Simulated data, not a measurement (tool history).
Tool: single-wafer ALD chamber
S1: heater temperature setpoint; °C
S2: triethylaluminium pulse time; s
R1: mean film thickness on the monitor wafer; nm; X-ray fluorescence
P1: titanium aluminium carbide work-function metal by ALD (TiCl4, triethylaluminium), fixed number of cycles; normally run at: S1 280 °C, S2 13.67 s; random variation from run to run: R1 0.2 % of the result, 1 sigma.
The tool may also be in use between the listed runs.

run	hour	S1	S2	R1
1	7.5	280	13.67	1.9190
2	16.5	280	13.67	1.9180
3	27.1	280	22.06	1.9403
4	35.0	268	5.76	1.5762
5	51.3	280	13.67	1.9221
6	66.3	280	9.03	1.8419
7	80.5	280	13.67	1.9090
8	92.5	305	13.67	2.1372
9	100.8	263	13.67	1.7669
10	112.7	280	13.67	1.9129
11	123.6	280	13.67	1.9178
12	135.6	280	13.67	1.9079
13	142.7	280	13.67	1.8959
14	152.6	280	13.67	1.8916
15	160.9	280	13.67	1.8772
16	172.3	280	13.67	1.8751
17	184.9	280	13.67	1.8724
18	197.5	280	13.67	1.8746
19	211.7	280	13.67	1.8633
20	227.2	280	13.67	1.8649
21	236.7	280	13.67	1.8595
22	245.3	280	13.67	1.8652

What P1 gives has crept away from where it was. These 2 causes fit the log equally well, each at the size given:
A: wafer temperature below the value expected at the setpoint (K) = 5.84
B: triethylaluminium dose below that of a fresh bottle (%) = 29.4
The creep began at about hour 123.6.

4 check runs are offered, one wafer each, their results left as question marks. Which one tells the causes apart?
check 1	253.9	280	20.51	?
check 2	253.9	268	13.67	?
check 3	253.9	289	13.67	?
check 4	253.9	297	13.67	?

What each check would give under each cause:
check	result	if A	if B
check 1	R1	1.8777	1.9186
check 2	R1	1.7567	1.7589
check 3	R1	1.9427	1.9410
check 4	R1	2.0146	2.0114
How far apart the two closest causes lie, in the result that separates them most: check 1 2.16 %; check 2 0.13 %; check 3 0.09 %; check 4 0.16 %
Check 1 tells the causes apart: in the others they would give nearly the same result.

Check 1 was then run and gave: R1 1.9235 nm. Which cause is it?

It is B: triethylaluminium dose below that of a fresh bottle (%).
